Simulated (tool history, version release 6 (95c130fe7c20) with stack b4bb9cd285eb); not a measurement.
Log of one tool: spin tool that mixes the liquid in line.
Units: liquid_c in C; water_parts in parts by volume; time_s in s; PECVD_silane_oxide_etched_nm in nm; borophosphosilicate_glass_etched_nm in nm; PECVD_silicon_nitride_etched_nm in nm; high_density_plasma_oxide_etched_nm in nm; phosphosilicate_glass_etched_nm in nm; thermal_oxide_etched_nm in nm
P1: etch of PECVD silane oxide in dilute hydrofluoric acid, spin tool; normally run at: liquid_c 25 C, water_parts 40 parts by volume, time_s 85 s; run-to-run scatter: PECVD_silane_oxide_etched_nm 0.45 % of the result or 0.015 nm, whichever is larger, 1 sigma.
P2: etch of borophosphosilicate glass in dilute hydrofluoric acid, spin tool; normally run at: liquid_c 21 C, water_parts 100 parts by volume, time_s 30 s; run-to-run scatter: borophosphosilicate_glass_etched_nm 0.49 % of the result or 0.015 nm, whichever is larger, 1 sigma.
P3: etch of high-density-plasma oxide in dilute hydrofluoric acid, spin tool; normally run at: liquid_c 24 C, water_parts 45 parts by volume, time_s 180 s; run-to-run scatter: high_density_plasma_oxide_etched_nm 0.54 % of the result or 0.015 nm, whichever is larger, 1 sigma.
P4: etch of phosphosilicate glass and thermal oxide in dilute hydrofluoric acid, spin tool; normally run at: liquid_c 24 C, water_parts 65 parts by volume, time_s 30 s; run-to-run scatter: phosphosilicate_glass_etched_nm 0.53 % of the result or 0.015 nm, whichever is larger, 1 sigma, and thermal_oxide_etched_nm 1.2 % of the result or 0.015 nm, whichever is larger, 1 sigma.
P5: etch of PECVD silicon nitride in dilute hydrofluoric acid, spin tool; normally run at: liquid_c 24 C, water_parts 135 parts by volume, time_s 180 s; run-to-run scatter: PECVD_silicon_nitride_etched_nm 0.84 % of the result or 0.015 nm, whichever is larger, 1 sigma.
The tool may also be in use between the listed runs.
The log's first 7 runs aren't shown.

run   hour  process  liquid_c  water_parts  time_s  PECVD_silane_oxide_etched_nm  borophosphosilicate_glass_etched_nm  PECVD_silicon_nitride_etched_nm  high_density_plasma_oxide_etched_nm  phosphosilicate_glass_etched_nm  thermal_oxide_etched_nm
  8   38.4       P1        21           40      85                        36.864
  9   44.4       P1        29           40      85                        51.439
 10   48.8       P2        21          100      15                                                             8.4368
 11   55.1       P3        24           45     180                                                                                                                                   22.691
 12   59.3       P4        31           65      30                                                                                                                                                                    125.64                   3.0326
 13   66.7       P1        25           40      15                        7.6569
 14   70.9       P5        24           75     180                                                                                              5.5338
 15   74.6       P1        17           40      20                        7.3482
 16   79.8       P3        24           20     180                                                                                                                                   52.426
 17   84.8       P5        24          135     180                                                                                              3.1195
 18   90.1       P4        24           65      30                                                                                                                                                                    94.922                   2.3764
 19     96       P4        24           65      60                                                                                                                                                                    191.95                    4.627
 20    100       P4        24           65      30                                                                                                                                                                    94.796                   2.3006
 21  106.5       P3        24           45     315                                                                                                                                   39.569
 22  111.5       P4        24          110      30                                                                                                                                                                    53.332                   1.3041
 23  116.8       P1        25           20      85                        89.956
 24  120.4       P5        24          135      15                                                                                             0.23211
 25  127.2       P1      20.5           40      15                        6.3371
     128.1  -- thermometer replaced
 26  132.4       P1        25           40      85                        43.899
 27  137.7       P3      29.5           45     180                                                                                                                                   28.244
 28  141.4       P5        28          135     180                                                                                              4.0304
 29  146.2       P1        25           65      85                        26.095
 30  152.6       P1        25           40     140                        72.074

The next listed run, before its measurement:
 31  156.7       P2        21          100      30                                                                  ?

{"run 31": {"borophosphosilicate_glass_etched_nm": 16.818}}

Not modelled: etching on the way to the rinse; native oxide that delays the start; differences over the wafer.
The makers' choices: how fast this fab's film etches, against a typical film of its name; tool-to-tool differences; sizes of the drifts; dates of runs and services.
